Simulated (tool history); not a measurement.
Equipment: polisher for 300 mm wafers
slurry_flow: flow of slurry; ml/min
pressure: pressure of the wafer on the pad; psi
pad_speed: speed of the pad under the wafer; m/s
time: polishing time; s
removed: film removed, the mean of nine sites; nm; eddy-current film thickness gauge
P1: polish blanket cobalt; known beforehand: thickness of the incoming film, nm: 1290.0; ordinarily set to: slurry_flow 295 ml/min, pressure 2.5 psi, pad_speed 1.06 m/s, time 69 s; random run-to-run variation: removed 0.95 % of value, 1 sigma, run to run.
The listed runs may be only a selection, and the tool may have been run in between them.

run	hour	slurry_flow	pressure	pad_speed	time	removed
1	9.4	295	2.5	1.06	69	531.89
2	18.5	295	2.5	0.6	48	216.57
3	23.9	295	2.5	1.06	95	742.57
4	33.8	295	2.5	1.06	69	532.85
5	40.8	175	2.5	1.06	69	513.98
6	49.1	295	2.5	1.06	44	342.54
7	58.1	435	2.5	1.06	69	564.67
# hour 60: head pressure recalibrated
8	63.6	440	3.6	1.06	69	807.13
9	70.6	295	2.5	1.4	69	719.25
10	79.1	295	2.5	1.06	69	540.24
11	87.3	295	1.3	1.06	69	280.84
12	94.3	295	2.5	1.06	69	542.16
13	100.5	295	2.5	0.5	69	251.95
14	108.7	295	3.6	1.06	69	777.35
15	114.3	295	2.5	1.06	69	538.52
16	123.2	295	2.5	1.06	69	541.02
17	131.3	295	2.5	1.06	69	534.28
18	140.8	295	2.5	1.06	69	516.87
19	149.1	295	2.5	1.06	69	520.95
20	159	295	2.5	1.06	69	528.78
# hour 159.1: head pressure recalibrated
21	165	295	2.5	1.06	69	515.76
22	174.9	295	2.5	1.06	69	512.62
23	183.2	295	2.5	1.06	69	516.96
24	190.7	295	2.5	1.06	69	507.57

What P1 gives has crept away from where it was. These 2 causes fit the log equally well, each at the size given:
A: removal rate lost through wear of the pad, % = 4.65
B: slurry flow missing at the pad, % = 34.7
The creep began at about hour 123.2.
Ruled out, with reasons:
head's pressure below its setpoint, %: serviced at hour 159.1, after the change had begun; the process did not return to its earlier output

Which of the check runs below tells the causes apart, meaning the causes would give it clearly different results? Each run uses 5 wafers whose results are averaged, and each result is shown as a question mark.
check 1	198.2	295	2.5	1.06	91	?
check 2	198.2	175	2.5	1.38	69	?
check 3	198.2	295	2.5	0.5	69	?
check 4	198.2	295	1.8	1.06	69	?

How each check would come out, cause by cause:
check	result	if A	if B
check 1	removed	678.61	678.54
check 2	removed	630	611.34
check 3	removed	242.71	242.69
check 4	removed	370.48	370.44
Separation of the two closest causes in each check, using whichever result separates them best: check 1 0.01 %; check 2 3.01 %; check 3 0.01 %; check 4 0.01 %
The causes can be told apart only by check 2. The other checks would give nearly the same results under each of them.

Check 2 was carried out, with these results: removed 628.29 nm. Which of the listed causes is responsible?

The cause is A: removal rate lost through wear of the pad, %.
